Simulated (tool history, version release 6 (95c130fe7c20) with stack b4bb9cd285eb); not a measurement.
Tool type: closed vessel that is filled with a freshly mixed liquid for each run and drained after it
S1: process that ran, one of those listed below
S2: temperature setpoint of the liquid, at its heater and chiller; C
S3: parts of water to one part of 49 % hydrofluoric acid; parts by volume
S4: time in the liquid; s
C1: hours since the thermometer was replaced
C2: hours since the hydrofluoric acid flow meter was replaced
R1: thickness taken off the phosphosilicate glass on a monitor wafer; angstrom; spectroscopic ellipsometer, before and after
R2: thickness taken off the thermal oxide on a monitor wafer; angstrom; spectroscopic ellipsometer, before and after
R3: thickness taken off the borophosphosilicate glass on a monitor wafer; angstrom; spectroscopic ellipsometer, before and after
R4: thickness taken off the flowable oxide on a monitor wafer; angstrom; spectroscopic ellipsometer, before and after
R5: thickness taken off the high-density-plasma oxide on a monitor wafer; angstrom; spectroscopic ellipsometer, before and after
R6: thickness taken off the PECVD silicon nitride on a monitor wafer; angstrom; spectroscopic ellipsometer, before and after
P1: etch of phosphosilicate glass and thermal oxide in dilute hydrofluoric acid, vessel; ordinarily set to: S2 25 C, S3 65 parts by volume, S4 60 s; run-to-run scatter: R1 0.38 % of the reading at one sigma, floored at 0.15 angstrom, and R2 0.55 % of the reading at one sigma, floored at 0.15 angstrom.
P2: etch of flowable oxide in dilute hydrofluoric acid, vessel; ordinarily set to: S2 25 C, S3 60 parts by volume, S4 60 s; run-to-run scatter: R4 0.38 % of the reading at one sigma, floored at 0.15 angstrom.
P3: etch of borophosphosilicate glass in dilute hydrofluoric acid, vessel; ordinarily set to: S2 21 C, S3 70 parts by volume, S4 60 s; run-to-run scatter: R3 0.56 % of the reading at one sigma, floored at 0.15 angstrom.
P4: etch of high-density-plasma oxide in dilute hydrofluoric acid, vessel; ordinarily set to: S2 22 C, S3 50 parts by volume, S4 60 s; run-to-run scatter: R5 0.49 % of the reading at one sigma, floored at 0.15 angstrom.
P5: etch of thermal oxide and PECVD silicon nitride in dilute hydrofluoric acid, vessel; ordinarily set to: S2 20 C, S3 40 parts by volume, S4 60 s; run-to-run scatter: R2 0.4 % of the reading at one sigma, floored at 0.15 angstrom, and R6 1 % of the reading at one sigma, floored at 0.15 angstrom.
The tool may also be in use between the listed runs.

run 1 hour=5.1 | S1=P1 S2=25 S3=65 S4=60 | C1=280.7 C2=511.9 | R1=1387.2 R2=45.683
run 2 hour=15.8 | S1=P1 S2=20 S3=65 S4=60 | C1=291.4 C2=522.6 | R1=1131.6 R2=37.244
run 3 hour=23.4 | S1=P1 S2=18.5 S3=25 S4=60 | C1=299 C2=530.2 | R1=2897 R2=95.63
run 4 hour=33.7 | S1=P3 S2=17 S3=70 S4=60 | C1=309.3 C2=540.5 | R3=431.63
run 5 hour=40 | S1=P2 S2=30 S3=60 S4=60 | C1=315.6 C2=546.8 | R4=295.5
run 6 hour=44.9 | S1=P3 S2=21 S3=70 S4=105 | C1=320.5 C2=551.7 | R3=887.37
run 7 hour=49.7 | S1=P2 S2=25 S3=100 S4=60 | C1=325.3 C2=556.5 | R4=138.36
run 8 hour=56.6 | S1=P4 S2=22 S3=25 S4=60 | C1=332.2 C2=563.4 | R5=123.93
run 9 hour=62.8 | S1=P1 S2=21.5 S3=105 S4=60 | C1=338.4 C2=569.6 | R1=708.99 R2=23.608
run 10 hour=73.6 | S1=P3 S2=21 S3=35 S4=60 | C1=349.2 C2=580.4 | R3=1052.3
run 11 hour=81.2 | S1=P2 S2=25 S3=60 S4=60 | C1=356.8 C2=588 | R4=242.18
run 12 hour=87.8 | S1=P5 S2=20 S3=20 S4=60 | C1=363.4 C2=594.6 | R2=135.09 R6=49.85
run 13 hour=92.8 | S1=P5 S2=24 S3=40 S4=60 | C1=368.4 C2=599.6 | R2=77.815 R6=33.731
run 14 hour=97.5 | S1=P4 S2=22 S3=50 S4=60 | C1=373.1 C2=604.3 | R5=59.386
run 15 hour=104.1 | S1=P4 S2=27.5 S3=50 S4=60 | C1=379.7 C2=610.9 | R5=74.96
run 16 hour=111.7 | S1=P1 S2=25 S3=65 S4=60 | C1=387.3 C2=618.5 | R1=1388.4 R2=46.03
run 17 hour=122.1 | S1=P5 S2=20 S3=40 S4=60 | C1=397.7 C2=628.9 | R2=66.095 R6=25.557
run 18 hour=130.4 | S1=P1 S2=25 S3=115 S4=60 | C1=406 C2=637.2 | R1=739.64 R2=24.161
run 19 hour=136.5 | S1=P2 S2=25 S3=60 S4=110 | C1=412.1 C2=643.3 | R4=442.6
run 20 hour=147 | S1=P1 S2=25 S3=40 S4=60 | C1=422.6 C2=653.8 | R1=2330.2 R2=76.493
run 21 hour=156.5 | S1=P2 S2=25 S3=60 S4=60 | C1=432.1 C2=663.3 | R4=242.2
run 22 hour=163.5 | S1=P1 S2=25 S3=65 S4=60 | C1=439.1 C2=670.3 | R1=1395.8 R2=45.916
run 23 hour=170.2 | S1=P3 S2=21 S3=70 S4=60 | C1=445.8 C2=677 | R3=505
run 24 hour=175.9 | S1=P5 S2=20 S3=40 S4=115 | C1=451.5 C2=682.7 | R2=127.8 R6=49.033
run 25 hour=184.4 | S1=P1 S2=25 S3=65 S4=60 | C1=460 C2=691.2 | R1=1389.4 R2=45.797
run 26 hour=195.1 | S1=P1 S2=25 S3=65 S4=115 | C1=470.7 C2=701.9 | R1=2674.5 R2=87.271
run 27 hour=200.7 | S1=P1 S2=33 S3=65 S4=60 | C1=476.3 C2=707.5 | R1=1895.5 R2=62.25
run 28 hour=206.6 | S1=P4 S2=22 S3=50 S4=115 | C1=482.2 C2=713.4 | R5=115.12
run 29 hour=216.7 | S1=P1 S2=25 S3=65 S4=60 | C1=492.3 C2=723.5 | R1=1388.4 R2=45.524
run 30 hour=222.7 | S1=P1 S2=25 S3=65 S4=30 | C1=498.3 C2=729.5 | R1=698.39 R2=22.769
run 31 hour=228.9 | S1=P3 S2=21 S3=70 S4=60 | C1=504.5 C2=735.7 | R3=505.92
run 32 hour=234.4 | S1=P1 S2=25 S3=65 S4=60 | C1=510 C2=741.2 | R1=1391.6 R2=45.959
run 33 hour=244.8 | S1=P1 S2=25 S3=65 S4=60 | C1=520.4 C2=751.6 | R1=1343.6 R2=44.618
run 34 hour=250.7 | S1=P1 S2=25 S3=65 S4=60 | C1=526.3 C2=757.5 | R1=1335 R2=43.825
run 35 hour=260.7 | S1=P1 S2=25 S3=65 S4=60 | C1=536.3 C2=767.5 | R1=1314.5 R2=43.292
run 36 hour=266.6 | S1=P1 S2=25 S3=65 S4=60 | C1=542.2 C2=773.4 | R1=1311.2 R2=43.059
run 37 hour=276.6 | S1=P1 S2=25 S3=65 S4=60 | C1=552.2 C2=783.4 | R1=1299.4 R2=42.515
run 38 hour=286.7 | S1=P1 S2=25 S3=65 S4=60 | C1=562.3 C2=793.5 | R1=1289.4 R2=42.392
run 39 hour=293.6 | S1=P1 S2=25 S3=65 S4=60 | C1=569.2 C2=800.4 | R1=1281.2 R2=42.597
run 40 hour=298.4 | S1=P1 S2=25 S3=65 S4=60 | C1=574 C2=805.2 | R1=1290.1 R2=42.489
run 41 hour=309.1 | S1=P1 S2=25 S3=65 S4=60 | C1=584.7 C2=815.9 | R1=1285.9 R2=42.871

What P1 gives has crept off from where it sat before. The 2 causes that follow fit the log equally well, each at the size noted:
A: hydrofluoric acid flow below the setpoint (%) = 6.7
B: liquid colder than its thermometer reads (K) = 1.86
The gradual shift began around hour 234.4.

Which of the 4 check runs listed below, each an average over 2 wafers with its results shown as question marks, gives clearly different results under the different listed causes?
run check 1 hour=319.8 | S1=P3 S2=17 S3=45 S4=60 | R3=?
run check 2 hour=319.8 | S1=P4 S2=27 S3=35 S4=60 | R5=?
run check 3 hour=319.8 | S1=P2 S2=25 S3=85 S4=110 | R4=?
run check 4 hour=319.8 | S1=P5 S2=20 S3=40 S4=110 | R2=? R6=?

Expected result of each check under each candidate cause:
check=check_1 result=R3 if_A=634.22 if_B=628.66
check=check_2 result=R5 if_A=99.757 if_B=99.419
check=check_3 result=R4 if_A=280.67 if_B=281.42
check=check_4 result=R2 if_A=112.89 if_B=112.06
check=check_4 result=R6 if_A=43.77 if_B=41.077
Per-check spread between the two closest causes, in the result where they differ most: check 1 0.88 %; check 2 0.34 %; check 3 0.27 %; check 4 6.35 %
Check 4 tells the causes apart: in the others they would give nearly the same result.

Here is what check 4 returned: R2 112.19 angstrom; R6 41.206 angstrom. Which cause is it?

It is B: liquid colder than its thermometer reads (K).

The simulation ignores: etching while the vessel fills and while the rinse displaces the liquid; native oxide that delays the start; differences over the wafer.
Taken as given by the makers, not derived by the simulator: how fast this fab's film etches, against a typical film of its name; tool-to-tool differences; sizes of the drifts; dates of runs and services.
